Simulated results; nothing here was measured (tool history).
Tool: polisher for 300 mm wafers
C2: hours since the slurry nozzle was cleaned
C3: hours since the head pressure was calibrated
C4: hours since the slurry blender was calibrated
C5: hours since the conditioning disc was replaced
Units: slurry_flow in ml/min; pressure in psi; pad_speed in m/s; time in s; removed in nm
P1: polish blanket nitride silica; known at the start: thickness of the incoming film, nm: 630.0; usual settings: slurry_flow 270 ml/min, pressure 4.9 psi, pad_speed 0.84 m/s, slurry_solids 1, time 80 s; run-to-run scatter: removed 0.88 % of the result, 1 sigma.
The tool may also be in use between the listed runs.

Run 1, hour 8.8: slurry_flow 270 ml/min, pressure 4.9 psi, pad_speed 0.84 m/s, slurry_solids 1, time 80 s; wafers polished on this pad 241; C2 314.2; C3 495.5; C4 75; C5 101.8. Result: removed 68.764 nm.
Run 2, hour 18.4: slurry_flow 270 ml/min, pressure 4.9 psi, pad_speed 0.84 m/s, slurry_solids 1, time 80 s; wafers polished on this pad 369; C2 323.8; C3 505.1; C4 84.6; C5 111.4. Result: removed 69.31 nm.
At hour 19.7: slurry nozzle cleaned.
Run 3, hour 27.3: slurry_flow 270 ml/min, pressure 4.9 psi, pad_speed 0.4 m/s, slurry_solids 1, time 80 s; wafers polished on this pad 487; C2 7.7; C3 514; C4 93.5; C5 120.3. Result: removed 38.468 nm.
Run 4, hour 32.9: slurry_flow 270 ml/min, pressure 4.9 psi, pad_speed 0.84 m/s, slurry_solids 0.5, time 80 s; wafers polished on this pad 562; C2 13.3; C3 519.6; C4 99.1; C5 125.9. Result: removed 47.228 nm.
Run 5, hour 42.2: slurry_flow 160 ml/min, pressure 4.9 psi, pad_speed 0.84 m/s, slurry_solids 1, time 80 s; wafers polished on this pad 686; C2 22.6; C3 528.9; C4 108.4; C5 135.2. Result: removed 64.306 nm.
Run 6, hour 50.4: slurry_flow 270 ml/min, pressure 4.9 psi, pad_speed 0.84 m/s, slurry_solids 1, time 80 s; wafers polished on this pad 795; C2 30.8; C3 537.1; C4 116.6; C5 143.4. Result: removed 68.782 nm.
Run 7, hour 55.6: slurry_flow 270 ml/min, pressure 4.9 psi, pad_speed 0.84 m/s, slurry_solids 1, time 80 s; wafers polished on this pad 864; C2 36; C3 542.3; C4 121.8; C5 148.6. Result: removed 68.781 nm.
At hour 61.1: slurry blender recalibrated.
Run 8, hour 67.2: slurry_flow 270 ml/min, pressure 4.9 psi, pad_speed 0.84 m/s, slurry_solids 1.4, time 80 s; wafers polished on this pad 1019; C2 47.6; C3 553.9; C4 6.1; C5 160.2. Result: removed 80.21 nm.
Run 9, hour 78.5: slurry_flow 270 ml/min, pressure 4.9 psi, pad_speed 1.16 m/s, slurry_solids 1, time 45 s; wafers polished on this pad 1169; C2 58.9; C3 565.2; C4 17.4; C5 171.5. Result: removed 50.36 nm.
Run 10, hour 83.7: slurry_flow 270 ml/min, pressure 4.9 psi, pad_speed 0.84 m/s, slurry_solids 1, time 126 s; wafers polished on this pad 1239; C2 64.1; C3 570.4; C4 22.6; C5 176.7. Result: removed 109.91 nm.
Run 11, hour 91: slurry_flow 270 ml/min, pressure 6.9 psi, pad_speed 0.84 m/s, slurry_solids 1, time 80 s; wafers polished on this pad 1336; C2 71.4; C3 577.7; C4 29.9; C5 184. Result: removed 97.925 nm.
Run 12, hour 101.6: slurry_flow 270 ml/min, pressure 4.9 psi, pad_speed 1.32 m/s, slurry_solids 1.2, time 80 s; wafers polished on this pad 1477; C2 82; C3 588.3; C4 40.5; C5 194.6. Result: removed 106.16 nm.
Run 13, hour 108.6: slurry_flow 270 ml/min, pressure 2.6 psi, pad_speed 0.84 m/s, slurry_solids 0.7, time 80 s; wafers polished on this pad 1571; C2 89; C3 595.3; C4 47.5; C5 201.6. Result: removed 30.306 nm.
Run 14, hour 116.3: slurry_flow 270 ml/min, pressure 4.9 psi, pad_speed 0.84 m/s, slurry_solids 1, time 36 s; wafers polished on this pad 1673; C2 96.7; C3 603; C4 55.2; C5 209.3. Result: removed 30.643 nm.
Run 15, hour 121.4: slurry_flow 270 ml/min, pressure 4.9 psi, pad_speed 1.34 m/s, slurry_solids 1, time 80 s; wafers polished on this pad 1741; C2 101.8; C3 608.1; C4 60.3; C5 214.4. Result: removed 100.25 nm.

Run 16 comes next. What will it give?
Run 16, hour 128.9: slurry_flow 270 ml/min, pressure 2.2 psi, pad_speed 0.84 m/s, slurry_solids 1, time 80 s; wafers polished on this pad 1841; C2 109.3; C3 615.6; C4 67.8; C5 221.9. Result: removed ?.

{"run 16": {"removed": 31.426}}
